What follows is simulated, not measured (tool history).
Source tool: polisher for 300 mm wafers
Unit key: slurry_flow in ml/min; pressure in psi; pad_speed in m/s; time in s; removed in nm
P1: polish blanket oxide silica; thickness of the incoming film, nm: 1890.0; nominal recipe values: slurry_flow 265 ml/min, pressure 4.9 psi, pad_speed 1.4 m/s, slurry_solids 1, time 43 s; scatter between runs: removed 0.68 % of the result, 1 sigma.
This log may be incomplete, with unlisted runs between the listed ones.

Run 1, hour 5.2: slurry_flow 265 ml/min, pressure 4.9 psi, pad_speed 1.4 m/s, slurry_solids 1, time 43 s. Result: removed 214.39 nm.
Run 2, hour 8.2: slurry_flow 265 ml/min, pressure 4.9 psi, pad_speed 1.4 m/s, slurry_solids 1, time 22 s. Result: removed 109.7 nm.
Run 3, hour 13.4: slurry_flow 265 ml/min, pressure 4.9 psi, pad_speed 1.4 m/s, slurry_solids 1, time 67 s. Result: removed 334.61 nm.
Run 4, hour 18.8: slurry_flow 265 ml/min, pressure 4.9 psi, pad_speed 1.4 m/s, slurry_solids 1, time 43 s. Result: removed 218.53 nm.
Run 5, hour 22.3: slurry_flow 265 ml/min, pressure 7.4 psi, pad_speed 1.4 m/s, slurry_solids 1, time 43 s. Result: removed 325.24 nm.
Run 6, hour 25.9: slurry_flow 160 ml/min, pressure 4.9 psi, pad_speed 1.4 m/s, slurry_solids 1, time 43 s. Result: removed 200.15 nm.
Run 7, hour 30.2: slurry_flow 265 ml/min, pressure 4.9 psi, pad_speed 1.4 m/s, slurry_solids 1.5, time 43 s. Result: removed 253.53 nm.
Run 8, hour 35.1: slurry_flow 265 ml/min, pressure 6.4 psi, pad_speed 0.64 m/s, slurry_solids 1, time 43 s. Result: removed 149.63 nm.
Run 9, hour 39.7: slurry_flow 265 ml/min, pressure 4.9 psi, pad_speed 1.4 m/s, slurry_solids 1, time 43 s. Result: removed 216.92 nm.
Run 10, hour 43.3: slurry_flow 395 ml/min, pressure 4.9 psi, pad_speed 1.4 m/s, slurry_solids 1, time 43 s. Result: removed 223.74 nm.
Run 11, hour 48.4: slurry_flow 265 ml/min, pressure 2.5 psi, pad_speed 0.84 m/s, slurry_solids 1, time 43 s. Result: removed 72.686 nm.
Run 12, hour 51.3: slurry_flow 265 ml/min, pressure 4.9 psi, pad_speed 0.84 m/s, slurry_solids 1, time 43 s. Result: removed 142.2 nm.
At hour 52.3: head pressure recalibrated.
Run 13, hour 56.3: slurry_flow 265 ml/min, pressure 3.4 psi, pad_speed 1.4 m/s, slurry_solids 1, time 43 s. Result: removed 147.3 nm.
Run 14, hour 60.3: slurry_flow 265 ml/min, pressure 4.9 psi, pad_speed 1.4 m/s, slurry_solids 0.5, time 43 s. Result: removed 148.46 nm.
Run 15, hour 66: slurry_flow 265 ml/min, pressure 4.9 psi, pad_speed 1.4 m/s, slurry_solids 1, time 43 s. Result: removed 215.33 nm.
Run 16, hour 70.7: slurry_flow 160 ml/min, pressure 4.9 psi, pad_speed 1.4 m/s, slurry_solids 1.4, time 43 s. Result: removed 230.67 nm.
Run 17, hour 74.2: slurry_flow 265 ml/min, pressure 4.9 psi, pad_speed 1.86 m/s, slurry_solids 1, time 43 s. Result: removed 271.35 nm.

Run 18 has not been measured yet. What should we expect?
Run 18, hour 79.3: slurry_flow 265 ml/min, pressure 4.9 psi, pad_speed 1.4 m/s, slurry_solids 1, time 43 s. Result: removed ?.

removed: 213.67 nm
